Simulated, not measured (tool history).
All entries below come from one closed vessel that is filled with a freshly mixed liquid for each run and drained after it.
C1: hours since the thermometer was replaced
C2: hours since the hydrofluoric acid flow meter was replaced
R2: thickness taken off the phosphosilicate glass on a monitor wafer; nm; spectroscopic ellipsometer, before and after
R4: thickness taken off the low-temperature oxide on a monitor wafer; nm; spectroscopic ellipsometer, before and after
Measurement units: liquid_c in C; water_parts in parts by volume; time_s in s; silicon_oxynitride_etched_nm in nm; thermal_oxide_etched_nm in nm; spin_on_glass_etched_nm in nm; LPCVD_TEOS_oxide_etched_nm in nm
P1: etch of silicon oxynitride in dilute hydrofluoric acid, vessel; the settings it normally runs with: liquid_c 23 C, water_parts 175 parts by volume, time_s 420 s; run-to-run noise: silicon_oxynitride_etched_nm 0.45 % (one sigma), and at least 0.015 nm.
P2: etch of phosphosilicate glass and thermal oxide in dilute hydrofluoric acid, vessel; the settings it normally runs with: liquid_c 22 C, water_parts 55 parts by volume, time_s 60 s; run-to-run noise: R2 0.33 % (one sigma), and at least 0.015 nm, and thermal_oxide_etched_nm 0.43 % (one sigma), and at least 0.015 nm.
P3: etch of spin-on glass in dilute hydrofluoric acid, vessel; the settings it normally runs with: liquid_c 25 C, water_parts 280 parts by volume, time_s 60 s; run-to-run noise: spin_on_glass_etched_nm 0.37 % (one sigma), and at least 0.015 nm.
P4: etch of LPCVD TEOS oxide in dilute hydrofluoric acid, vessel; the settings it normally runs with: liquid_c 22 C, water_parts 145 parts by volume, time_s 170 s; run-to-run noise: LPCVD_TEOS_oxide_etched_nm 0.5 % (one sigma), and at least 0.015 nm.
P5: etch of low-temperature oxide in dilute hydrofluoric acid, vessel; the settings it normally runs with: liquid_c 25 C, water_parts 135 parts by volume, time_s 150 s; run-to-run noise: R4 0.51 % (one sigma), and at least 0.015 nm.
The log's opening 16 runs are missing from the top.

Run 17, hour 84.2: process P1, liquid_c 17 C, water_parts 175 parts by volume, time_s 245 s; C1 776.3; C2 383.5. Result: silicon_oxynitride_etched_nm 2.0739 nm.
Run 18, hour 88.1: process P1, liquid_c 23 C, water_parts 175 parts by volume, time_s 420 s; C1 780.2; C2 387.4. Result: silicon_oxynitride_etched_nm 4.7504 nm.
Run 19, hour 94.8: process P5, liquid_c 25 C, water_parts 135 parts by volume, time_s 150 s; C1 786.9; C2 394.1. Result: R4 17.714 nm.
Run 20, hour 100.5: process P3, liquid_c 25 C, water_parts 395 parts by volume, time_s 60 s; C1 792.6; C2 399.8. Result: spin_on_glass_etched_nm 3.7965 nm.
Run 21, hour 104.9: process P4, liquid_c 17 C, water_parts 145 parts by volume, time_s 170 s; C1 797; C2 404.2. Result: LPCVD_TEOS_oxide_etched_nm 38.95 nm.
Run 22, hour 107.8: process P4, liquid_c 22 C, water_parts 145 parts by volume, time_s 30 s; C1 799.9; C2 407.1. Result: LPCVD_TEOS_oxide_etched_nm 8.4162 nm.
Run 23, hour 113.8: process P1, liquid_c 23 C, water_parts 175 parts by volume, time_s 765 s; C1 805.9; C2 413.1. Result: silicon_oxynitride_etched_nm 8.6285 nm.
Run 24, hour 119.4: process P3, liquid_c 25 C, water_parts 280 parts by volume, time_s 115 s; C1 811.5; C2 418.7. Result: spin_on_glass_etched_nm 11.349 nm.
Run 25, hour 122.5: process P2, liquid_c 22 C, water_parts 55 parts by volume, time_s 110 s; C1 814.6; C2 421.8. Result: R2 112.77 nm, thermal_oxide_etched_nm 8.7703 nm.
Run 26, hour 128.1: process P1, liquid_c 23 C, water_parts 175 parts by volume, time_s 420 s; C1 820.2; C2 427.4. Result: silicon_oxynitride_etched_nm 4.7823 nm.
Run 27, hour 134.5: process P2, liquid_c 22 C, water_parts 95 parts by volume, time_s 60 s; C1 826.6; C2 433.8. Result: R2 34.064 nm, thermal_oxide_etched_nm 2.6429 nm.
Run 28, hour 138.4: process P3, liquid_c 25 C, water_parts 280 parts by volume, time_s 60 s; C1 830.5; C2 437.7. Result: spin_on_glass_etched_nm 5.9776 nm.
Run 29, hour 144.5: process P1, liquid_c 23 C, water_parts 175 parts by volume, time_s 420 s; C1 836.6; C2 443.8. Result: silicon_oxynitride_etched_nm 4.7505 nm.
Run 30, hour 149.9: process P1, liquid_c 17 C, water_parts 175 parts by volume, time_s 420 s; C1 842; C2 449.2. Result: silicon_oxynitride_etched_nm 3.6133 nm.
Run 31, hour 153: process P4, liquid_c 22 C, water_parts 45 parts by volume, time_s 170 s; C1 845.1; C2 452.3. Result: LPCVD_TEOS_oxide_etched_nm 171.38 nm.
Run 32, hour 159: process P4, liquid_c 22 C, water_parts 145 parts by volume, time_s 170 s; C1 851.1; C2 458.3. Result: LPCVD_TEOS_oxide_etched_nm 47.832 nm.

For run 33, what comes out?
Run 33, hour 164.6: process P1, liquid_c 23 C, water_parts 175 parts by volume, time_s 420 s; C1 856.7; C2 463.9. Result: silicon_oxynitride_etched_nm ?.

silicon_oxynitride_etched_nm: 4.7849 nm

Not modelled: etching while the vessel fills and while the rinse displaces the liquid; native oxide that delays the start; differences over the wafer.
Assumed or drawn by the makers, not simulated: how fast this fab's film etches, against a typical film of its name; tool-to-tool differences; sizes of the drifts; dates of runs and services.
